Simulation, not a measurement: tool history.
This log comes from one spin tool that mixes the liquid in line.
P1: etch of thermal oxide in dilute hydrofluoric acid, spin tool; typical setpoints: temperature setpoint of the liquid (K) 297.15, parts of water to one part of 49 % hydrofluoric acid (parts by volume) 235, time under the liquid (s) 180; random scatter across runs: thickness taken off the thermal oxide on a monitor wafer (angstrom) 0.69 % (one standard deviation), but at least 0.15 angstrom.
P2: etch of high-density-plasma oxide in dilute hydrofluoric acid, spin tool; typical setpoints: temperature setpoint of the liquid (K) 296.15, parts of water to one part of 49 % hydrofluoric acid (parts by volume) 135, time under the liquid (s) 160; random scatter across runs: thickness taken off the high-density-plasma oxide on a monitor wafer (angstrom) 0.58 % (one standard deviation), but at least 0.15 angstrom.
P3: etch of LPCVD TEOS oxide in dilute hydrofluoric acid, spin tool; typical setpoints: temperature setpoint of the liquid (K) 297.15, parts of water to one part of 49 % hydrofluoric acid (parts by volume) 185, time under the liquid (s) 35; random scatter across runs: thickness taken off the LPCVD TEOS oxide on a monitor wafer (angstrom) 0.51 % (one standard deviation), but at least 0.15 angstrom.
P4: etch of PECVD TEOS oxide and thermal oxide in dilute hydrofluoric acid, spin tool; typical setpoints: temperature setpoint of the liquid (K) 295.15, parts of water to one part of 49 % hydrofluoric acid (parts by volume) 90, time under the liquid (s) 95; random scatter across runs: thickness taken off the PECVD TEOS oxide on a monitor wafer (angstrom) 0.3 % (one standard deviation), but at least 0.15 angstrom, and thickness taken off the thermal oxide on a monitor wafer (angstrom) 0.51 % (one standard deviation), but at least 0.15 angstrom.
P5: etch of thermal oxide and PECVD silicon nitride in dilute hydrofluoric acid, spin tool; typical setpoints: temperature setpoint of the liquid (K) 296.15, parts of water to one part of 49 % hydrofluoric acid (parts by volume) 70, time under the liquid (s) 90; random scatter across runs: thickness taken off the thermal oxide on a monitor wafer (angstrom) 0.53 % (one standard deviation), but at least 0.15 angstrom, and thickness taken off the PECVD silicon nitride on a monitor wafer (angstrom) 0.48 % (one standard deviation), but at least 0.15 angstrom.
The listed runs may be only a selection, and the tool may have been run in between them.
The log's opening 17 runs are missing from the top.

run	hour	process that ran	temperature setpoint of the liquid (K)	parts of water to one part of 49 % hydrofluoric acid (parts by volume)	time under the liquid (s)	hours since the thermometer was replaced	hours since the hydrofluoric acid flow meter was replaced	thickness taken off the thermal oxide on a monitor wafer (angstrom)	thickness taken off the high-density-plasma oxide on a monitor wafer (angstrom)	thickness taken off the PECVD silicon nitride on a monitor wafer (angstrom)	thickness taken off the LPCVD TEOS oxide on a monitor wafer (angstrom)	thickness taken off the PECVD TEOS oxide on a monitor wafer (angstrom)
18	84.7	P4	295.15	90	95	304.1	63.9	45.7480				191.130
19	90.1	P1	297.15	390	180	309.5	69.3	16.8110				
20	93.4	P1	297.15	45	280	312.8	72.6	325.3600				
21	98.3	P4	295.15	90	95	317.7	77.5	45.5220				190.430
22	103.7	P3	297.15	185	35	323.1	82.9				97.376	
23	107.0	P1	297.15	235	315	326.4	86.2	55.5060				
24	111.8	P4	295.15	140	95	331.2	91.0	28.0790				116.060
25	117.6	P5	296.15	70	180	337.0	96.8	118.4500		111.250		
26	121.7	P2	296.15	135	310	341.1	100.9		243.25			
27	126.9	P2	292.65	135	160	346.3	106.1		107.63			
28	131.5	P1	297.15	235	180	350.9	110.7	31.9080				
29	134.2	P4	295.15	90	25	353.6	113.4	11.8740				49.968

Estimate the outcome of run 30 from the log above:
30	137.5	P5	290.15	70	90	356.9	116.7	?		?		

thickness taken off the thermal oxide on a monitor wafer (angstrom): 46.2340
thickness taken off the PECVD silicon nitride on a monitor wafer (angstrom): 36.721
